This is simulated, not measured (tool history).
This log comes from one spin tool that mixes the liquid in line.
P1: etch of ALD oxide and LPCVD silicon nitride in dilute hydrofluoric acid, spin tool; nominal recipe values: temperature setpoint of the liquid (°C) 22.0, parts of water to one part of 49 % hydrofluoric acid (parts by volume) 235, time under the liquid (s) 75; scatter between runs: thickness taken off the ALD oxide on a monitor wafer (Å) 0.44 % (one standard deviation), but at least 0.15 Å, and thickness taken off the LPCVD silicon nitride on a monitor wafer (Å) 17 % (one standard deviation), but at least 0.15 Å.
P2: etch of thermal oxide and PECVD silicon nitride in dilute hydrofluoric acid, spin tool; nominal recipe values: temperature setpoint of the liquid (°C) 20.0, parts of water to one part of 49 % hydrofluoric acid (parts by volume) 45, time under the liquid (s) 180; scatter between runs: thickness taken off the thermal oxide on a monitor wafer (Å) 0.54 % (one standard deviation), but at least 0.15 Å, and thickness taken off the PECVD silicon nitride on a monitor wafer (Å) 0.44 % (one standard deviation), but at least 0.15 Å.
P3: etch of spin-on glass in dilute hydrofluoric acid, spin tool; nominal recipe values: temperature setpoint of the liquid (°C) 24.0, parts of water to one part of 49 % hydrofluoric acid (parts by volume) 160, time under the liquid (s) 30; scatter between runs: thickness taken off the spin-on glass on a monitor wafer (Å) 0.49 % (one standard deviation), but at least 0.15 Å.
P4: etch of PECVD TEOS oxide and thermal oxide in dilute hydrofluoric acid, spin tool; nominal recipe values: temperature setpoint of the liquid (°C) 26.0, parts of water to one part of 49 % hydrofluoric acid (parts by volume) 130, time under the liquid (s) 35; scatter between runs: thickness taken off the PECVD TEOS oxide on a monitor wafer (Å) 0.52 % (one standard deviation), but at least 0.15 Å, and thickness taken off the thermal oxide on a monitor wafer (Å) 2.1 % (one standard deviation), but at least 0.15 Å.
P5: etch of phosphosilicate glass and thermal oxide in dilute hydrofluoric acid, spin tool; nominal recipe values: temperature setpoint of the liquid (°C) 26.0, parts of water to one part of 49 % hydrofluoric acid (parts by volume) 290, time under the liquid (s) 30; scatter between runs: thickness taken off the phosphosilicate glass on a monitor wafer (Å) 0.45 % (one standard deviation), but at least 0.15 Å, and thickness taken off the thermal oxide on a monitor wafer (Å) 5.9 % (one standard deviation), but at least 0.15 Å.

run     day  process that ran  temperature setpoint of the liquid (°C)  parts of water to one part of 49 % hydrofluoric acid (parts by volume)  time under the liquid (s)  hours since the thermometer was replaced  hours since the hydrofluoric acid flow meter was replaced  thickness taken off the ALD oxide on a monitor wafer (Å)  thickness taken off the LPCVD silicon nitride on a monitor wafer (Å)  thickness taken off the phosphosilicate glass on a monitor wafer (Å)  thickness taken off the thermal oxide on a monitor wafer (Å)  thickness taken off the spin-on glass on a monitor wafer (Å)  thickness taken off the PECVD TEOS oxide on a monitor wafer (Å)  thickness taken off the PECVD silicon nitride on a monitor wafer (Å)
  1   0.300                P1                                     22.0                                                                     235                         75                                    1464.3                                                      784.4                                                    69.412                                                               0.90254
  2   0.646                P1                                     17.0                                                                     235                         75                                    1472.6                                                      792.7                                                    56.855                                                               1.34440
  3   1.008                P5                                     32.0                                                                     290                         30                                    1481.3                                                      801.4                                                                                                                                                                                                174.30                                                        5.0477
  4   1.462                P1                                     22.0                                                                     235                         25                                    1492.2                                                      812.3                                                    22.996                                                               0.27600
  5   1.850                P5                                     26.0                                                                     290                         55                                    1501.5                                                      821.6                                                                                                                                                                                                262.92                                                        7.8081
  6   2.379                P3                                     19.5                                                                     160                         30                                    1514.2                                                      834.3                                                                                                                                                                                                                                                                                                                            53.315
  7   2.683                P4                                     26.0                                                                     180                         35                                    1521.5                                                      841.6                                                                                                                                                                                                                                                              9.1189                                                                                                                         48.704
  8   3.062                P1                                     22.0                                                                     235                         75                                    1530.6                                                      850.7                                                    69.365                                                               1.04150
  9   3.458                P2                                     28.0                                                                      45                        180                                    1540.1                                                      860.2                                                                                                                                                                                                                                                            236.2700                                                                                                                                                                                              182.060
 10   3.992                P1                                     22.0                                                                     235                         75                                    1552.9                                                      873.0                                                    69.096                                                               1.58040
 11   4.400                P4                                     26.0                                                                     130                         35                                    1562.7                                                      882.8                                                                                                                                                                                                                                                             13.2490                                                                                                                         70.804
 12   4.825                P4                                     18.0                                                                     130                         35                                    1572.9                                                      893.0                                                                                                                                                                                                                                                              9.4765                                                                                                                         51.514
 13   5.217                P2                                     20.0                                                                      45                         40                                    1582.3                                                      902.4                                                                                                                                                                                                                                                             37.6940                                                                                                                                                                                               23.404
 14   5.675                P1                                     18.0                                                                     315                         75                                    1593.3                                                      913.4                                                    40.830                                                               0.86851
 15   6.142                P1                                     22.0                                                                     235                         75                                    1604.5                                                      924.6                                                    68.931                                                               1.51110
 16   6.579                P1                                     22.0                                                                     235                         75                                    1615.0                                                      935.1                                                    68.691                                                               1.11780
 17   7.054                P1                                     22.0                                                                      70                         75                                    1626.4                                                      946.5                                                   274.820                                                               5.03790
 18   7.408                P2                                     20.0                                                                      25                        180                                    1634.9                                                      955.0                                                                                                                                                                                                                                                            315.7800                                                                                                                                                                                              186.740
 19   7.858                P1                                     22.0                                                                     435                         75                                    1645.7                                                      965.8                                                    31.239                                                               1.07510
 20   8.375                P1                                     22.0                                                                     235                         75                                    1658.1                                                      978.2                                                    68.790                                                               1.01010
 21   8.925                P1                                     29.5                                                                     235                         75                                    1671.3                                                      991.4                                                    90.956                                                               2.26210
 22   9.475                P5                                     26.0                                                                      50                         30                                    1684.5                                                     1004.6                                                                                                                                                                                               1104.80                                                       31.7640
 23  10.017                P1                                     17.0                                                                     125                         75                                    1697.5                                                     1017.6                                                   118.640                                                               2.23300
 24  10.412                P4                                     26.0                                                                     130                         35                                    1707.0                                                     1027.1                                                                                                                                                                                                                                                             13.5900                                                                                                                         71.311
 25  10.796                P3                                     24.0                                                                     160                         15                                    1716.2                                                     1036.3                                                                                                                                                                                                                                                                                                                            32.156
 26  11.204                P2                                     20.0                                                                      45                        180                                    1726.0                                                     1046.1                                                                                                                                                                                                                                                            170.7400                                                                                                                                                                                              107.250
 27  11.700                P3                                     24.0                                                                     280                         30                                    1737.9                                                     1058.0                                                                                                                                                                                                                                                                                                                            32.022
 28  11.971                P5                                     26.0                                                                     290                         30                                    1744.4                                                     1064.5                                                                                                                                                                                                142.65                                                        4.0589
 29  12.300                P4                                     26.0                                                                     130                         60                                    1752.3                                                     1072.4                                                                                                                                                                                                                                                             23.3780                                                                                                                        122.380
 30  12.688                P3                                     24.0                                                                     160                         30                                    1761.6                                                     1081.7                                                                                                                                                                                                                                                                                                                            63.945
 31  13.112                P1                                     22.0                                                                     235                        150                                    1771.8                                                     1091.9                                                   137.650                                                               2.73680
 32  13.621                P1                                     22.0                                                                     235                         75                                    1784.0                                                     1104.1                                                    69.001                                                               1.33550
 33  13.888                P1                                     22.0                                                                     235                         75                                    1790.4                                                     1110.5                                                    67.448                                                               1.43140
 34  14.162                P1                                     22.0                                                                     235                         75                                    1797.0                                                     1117.1                                                    66.660                                                               1.78090
 35  14.575                P1                                     22.0                                                                     235                         75                                    1806.9                                                     1127.0                                                    65.825                                                               1.56720
 36  15.000                P1                                     22.0                                                                     235                         75                                    1817.1                                                     1137.2                                                    64.874                                                               1.53140
 37  15.417                P1                                     22.0                                                                     235                         75                                    1827.1                                                     1147.2                                                    64.402                                                               1.64090
 38  15.708                P1                                     22.0                                                                     235                         75                                    1834.1                                                     1154.2                                                    63.973                                                               1.40940
 39  16.033                P1                                     22.0                                                                     235                         75                                    1841.9                                                     1162.0                                                    64.205                                                               1.47670
 40  16.362                P1                                     22.0                                                                     235                         75                                    1849.8                                                     1169.9                                                    63.511                                                               1.12720
 41  16.917                P1                                     22.0                                                                     235                         75                                    1863.1                                                     1183.2                                                    64.254                                                               1.23350
 42  17.167                P1                                     22.0                                                                     235                         75                                    1869.1                                                     1189.2                                                    63.583                                                               1.32990
 43  17.462                P1                                     22.0                                                                     235                         75                                    1876.2                                                     1196.3                                                    63.684                                                               1.69360

What P1 gives has crept away from where it was. These 2 causes fit the log equally well, each at the size given:
A: hydrofluoric acid flow below the setpoint (%) = 6.13
B: liquid colder than its thermometer reads (K) = 2.1
The onset of the drift is placed at about day 13.621.

Listed below are the offered check runs, one wafer per run, with question marks in place of results. For which of them would the causes give clearly different outcomes?
check 1  17.758                P4                                     26.0                                                                     130                         35                                                                                                                                                                                                                                                                                                                                                                        ?                                                                                                                              ?
check 2  17.758                P2                                     20.0                                                                      45                        180                                                                                                                                                                                                                                                                                                                                                                        ?                                                                                                                                                                                                    ?
check 3  17.758                P3                                     24.0                                                                     160                         30                                                                                                                                                                                                                                                                                                                                                                                                                                      ?
check 4  17.758                P5                                     26.0                                                                     290                         30                                                                                                                                                                                                                                                                                                          ?                                                             ?

Predicted outcomes, by check and by cause:
  check                                                                result      if A      if B
check 1          thickness taken off the thermal oxide on a monitor wafer (Å)   12.5190   12.4310
check 1       thickness taken off the PECVD TEOS oxide on a monitor wafer (Å)    65.888    65.428
check 2          thickness taken off the thermal oxide on a monitor wafer (Å)  160.5200  156.8000
check 2  thickness taken off the PECVD silicon nitride on a monitor wafer (Å)    99.788    91.575
check 3          thickness taken off the spin-on glass on a monitor wafer (Å)    59.297    58.965
check 4  thickness taken off the phosphosilicate glass on a monitor wafer (Å)    132.49    133.81
check 4          thickness taken off the thermal oxide on a monitor wafer (Å)    4.0014    4.0415
Gap, in per cent, between the two causes that each check separates least, read from the result that separates them most: check 1 0.7 %; check 2 8.59 %; check 3 0.56 %; check 4 1 %
Of the check runs offered, only check 2 discriminates between the causes; the rest would read about the same regardless of which cause applies.

The results of check 2 are: thickness taken off the thermal oxide on a monitor wafer (Å) 161.6200; thickness taken off the PECVD silicon nitride on a monitor wafer (Å) 99.693. Based on these, which of the listed causes is it?

The cause is A: hydrofluoric acid flow below the setpoint (%).

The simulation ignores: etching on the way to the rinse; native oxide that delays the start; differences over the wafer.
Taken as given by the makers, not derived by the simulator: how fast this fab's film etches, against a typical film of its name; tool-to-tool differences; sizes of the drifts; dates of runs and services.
